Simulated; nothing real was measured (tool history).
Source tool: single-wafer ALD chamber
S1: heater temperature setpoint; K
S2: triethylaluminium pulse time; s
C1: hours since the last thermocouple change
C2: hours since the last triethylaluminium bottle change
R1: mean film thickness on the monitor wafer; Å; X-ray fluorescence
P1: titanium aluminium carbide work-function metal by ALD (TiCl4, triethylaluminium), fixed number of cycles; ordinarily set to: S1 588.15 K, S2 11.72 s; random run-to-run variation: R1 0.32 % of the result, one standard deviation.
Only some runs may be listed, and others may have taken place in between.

{"run": 1, "hour": 14.6, "S1": 588.15, "S2": 11.72, "C1": 233.2, "C2": 549.3, "R1": 21.612}
{"run": 2, "hour": 27.9, "S1": 588.15, "S2": 11.72, "C1": 246.5, "C2": 562.6, "R1": 21.811}
{"run": 3, "hour": 40.2, "S1": 603.15, "S2": 4.88, "C1": 258.8, "C2": 574.9, "R1": 19.128}
{"hour": 41.5, "done": "thermocouple changed; heater temperature recalibrated"}
{"hour": 50.0, "done": "triethylaluminium bottle replaced"}
{"run": 4, "hour": 51.7, "S1": 588.15, "S2": 11.72, "C1": 10.3, "C2": 1.7, "R1": 21.805}
{"run": 5, "hour": 62.1, "S1": 588.15, "S2": 11.72, "C1": 20.7, "C2": 12.1, "R1": 21.67}
{"run": 6, "hour": 71.7, "S1": 588.15, "S2": 11.72, "C1": 30.3, "C2": 21.7, "R1": 21.733}
{"run": 7, "hour": 78.5, "S1": 588.15, "S2": 4.11, "C1": 37.1, "C2": 28.5, "R1": 16.828}
{"run": 8, "hour": 88.3, "S1": 568.15, "S2": 11.72, "C1": 46.9, "C2": 38.3, "R1": 19.897}
{"run": 9, "hour": 100.9, "S1": 588.15, "S2": 11.72, "C1": 59.5, "C2": 50.9, "R1": 21.64}
{"run": 10, "hour": 111.4, "S1": 611.15, "S2": 11.72, "C1": 70, "C2": 61.4, "R1": 23.844}
{"run": 11, "hour": 124.5, "S1": 588.15, "S2": 17.22, "C1": 83.1, "C2": 74.5, "R1": 21.902}
{"run": 12, "hour": 133.7, "S1": 588.15, "S2": 11.72, "C1": 92.3, "C2": 83.7, "R1": 21.717}
{"run": 13, "hour": 141.6, "S1": 588.15, "S2": 11.72, "C1": 100.2, "C2": 91.6, "R1": 21.627}
{"run": 14, "hour": 154.6, "S1": 588.15, "S2": 11.72, "C1": 113.2, "C2": 104.6, "R1": 21.437}

Estimate the outcome of run 15 from the log above:
{"run": 15, "hour": 165.7, "S1": 588.15, "S2": 11.72, "C1": 124.3, "C2": 115.7, "R1": "?"}

{"run 15": {"R1": 21.362}}
